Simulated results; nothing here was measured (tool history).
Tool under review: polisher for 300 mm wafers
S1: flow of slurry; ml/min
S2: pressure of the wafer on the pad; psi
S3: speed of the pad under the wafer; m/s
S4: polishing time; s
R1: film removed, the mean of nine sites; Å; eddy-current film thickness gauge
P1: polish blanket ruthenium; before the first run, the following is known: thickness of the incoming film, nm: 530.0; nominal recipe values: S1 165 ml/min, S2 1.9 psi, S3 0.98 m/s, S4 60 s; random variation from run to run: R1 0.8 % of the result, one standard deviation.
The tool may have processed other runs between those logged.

run   hour   S1   S2    S3  S4      R1
  1    8.3  165  1.9  0.98  60  528.92
  2   12.4  165  2.6  0.98  60  742.71
  3   17.7  165  1.9  0.56  60  306.90
  4   24.3  165  1.9  0.98  60  546.33
  5   31.9  165  1.9  0.98  28  250.08
  6   36.9  165  1.9  1.34  60  731.97
  7   44.9  165  0.9  0.98  60  254.57
  8   52.4  165  1.9  0.98  60  530.87
  9   58.6  165  1.1  0.98  33  171.15
      61.5  -- head pressure recalibrated
 10   67.9  165  1.9  0.98  76  681.35
 11   72.9  165  1.9  0.98  60  531.98
 12   77.9  230  1.9  0.98  60  560.14
 13   86.7  165  1.9  0.98  60  544.85
 14   94.3  100  1.9  0.98  60  485.69
 15  103.0  165  1.9  0.98  60  529.97
 16  107.5  165  1.9  0.98  60  528.47
 17  114.4  165  1.9  0.98  60  517.11
 18  121.6  165  1.9  0.98  60  511.07
 19  127.6  165  1.9  0.98  60  499.26
 20  135.3  165  1.9  0.98  60  498.70
     135.4  -- worn pad replaced by a new one
 21  139.7  165  1.9  0.98  60  498.47
 22  146.5  165  1.9  0.98  60  491.70
 23  154.5  165  1.9  0.98  60  495.50
 24  161.5  165  1.9  0.98  60  500.98
 25  169.0  165  1.9  0.98  60  493.52

Compared with where it was, what P1 gives has crept away. Each cause listed below fits the log as well as the rest, at the size given for it:
A: head's pressure below its setpoint, % = 7.71
B: slurry flow missing at the pad, % = 34.3
The creep began at about hour 103.0.
Excluded causes, each with its reason:
removal rate lost through wear of the pad, %: maintenance at hour 135.4, after the shift began, did not return the process to its former output

You are offered 4 check runs, listed below with question marks in place of their results; each one averages 5 wafers. Which run separates the listed causes by giving clearly different results for each?
check 1  176.5  120  0.9  0.98  60   ?
check 2  176.5  165  1.9  0.58  60   ?
check 3  176.5  165  1.4  0.98  60   ?
check 4  176.5  165  1.9  1.22  60   ?

What each check would give under each cause:
  check  result    if A    if B
check 1      R1  221.21  215.40
check 2      R1  292.89  292.86
check 3      R1  364.65  364.61
check 4      R1  616.08  616.01
Minimum pairwise separation of causes per check, each pair taken at its best-separating result: check 1 2.66 %; check 2 0.01 %; check 3 0.01 %; check 4 0.01 %
The causes can be told apart only by check 1. The other checks would give nearly the same results under each of them.

Check 1 was then run and gave: R1 214.51 Å. Which cause is it?

B is the cause: slurry flow missing at the pad, %.
